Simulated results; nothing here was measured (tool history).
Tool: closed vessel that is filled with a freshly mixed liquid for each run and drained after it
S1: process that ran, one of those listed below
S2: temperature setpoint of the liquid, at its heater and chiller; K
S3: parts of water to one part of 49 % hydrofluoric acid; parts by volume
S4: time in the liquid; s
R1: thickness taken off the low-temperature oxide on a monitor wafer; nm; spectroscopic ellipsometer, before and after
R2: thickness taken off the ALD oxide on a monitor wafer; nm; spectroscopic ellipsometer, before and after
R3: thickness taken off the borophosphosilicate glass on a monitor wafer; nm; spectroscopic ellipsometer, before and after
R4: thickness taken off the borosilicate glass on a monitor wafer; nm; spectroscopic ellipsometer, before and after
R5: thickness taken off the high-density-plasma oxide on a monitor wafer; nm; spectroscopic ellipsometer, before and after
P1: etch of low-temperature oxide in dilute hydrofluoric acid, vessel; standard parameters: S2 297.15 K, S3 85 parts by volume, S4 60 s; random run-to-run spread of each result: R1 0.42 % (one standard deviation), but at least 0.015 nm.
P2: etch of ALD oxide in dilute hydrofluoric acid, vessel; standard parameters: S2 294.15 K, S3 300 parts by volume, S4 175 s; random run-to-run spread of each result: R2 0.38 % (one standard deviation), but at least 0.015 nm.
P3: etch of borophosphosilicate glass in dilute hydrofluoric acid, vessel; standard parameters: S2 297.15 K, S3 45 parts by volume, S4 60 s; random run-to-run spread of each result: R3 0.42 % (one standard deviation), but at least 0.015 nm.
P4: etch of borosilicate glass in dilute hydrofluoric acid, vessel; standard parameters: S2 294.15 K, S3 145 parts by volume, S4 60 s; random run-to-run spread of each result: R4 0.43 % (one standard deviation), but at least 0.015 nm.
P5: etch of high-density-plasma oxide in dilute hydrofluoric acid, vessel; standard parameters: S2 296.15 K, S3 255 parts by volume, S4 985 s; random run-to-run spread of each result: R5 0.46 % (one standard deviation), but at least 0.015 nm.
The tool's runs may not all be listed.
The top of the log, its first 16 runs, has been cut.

run   hour  S1      S2   S3    S4      R1      R2      R3      R4      R5
 17    141  P2  294.15  300   175          13.172
 18  154.3  P5  296.15   55   985                                  120.55
 19  163.5  P4  294.15  220    60                          8.1865
 20  174.8  P4  294.15  145   110                          24.717
 21  181.9  P2  294.15  300   175           13.23
 22  191.2  P3  297.15   45    30                  54.056
 23    200  P2  302.65  300   175           17.56
 24    213  P1  297.15   85    30   6.752
 25  221.6  P1  293.65   85    60   11.73
 26  229.3  P4  299.65  145    60                          16.584
 27  240.9  P1  297.15   85    60  13.546
 28  248.6  P1  297.15   85    60  13.581
 29  256.1  P3  297.15   45    60                  107.63
 30  267.9  P1  297.15   85    95  21.383
 31  276.7  P5  296.15  255  1830                                  38.346
 32    285  P5  290.65  255   985                                  16.919
 33  298.1  P1  297.15   85    60  13.453
 34  305.2  P1  297.15   85    60  13.849
 35  314.5  P1  297.15   85    60  14.025
 36  327.7  P1  297.15   85    60  14.277

Expected results for the next run?
 37  334.9  P1  297.15  85  60   ?

Run 37 came out at R1 14.408 nm.

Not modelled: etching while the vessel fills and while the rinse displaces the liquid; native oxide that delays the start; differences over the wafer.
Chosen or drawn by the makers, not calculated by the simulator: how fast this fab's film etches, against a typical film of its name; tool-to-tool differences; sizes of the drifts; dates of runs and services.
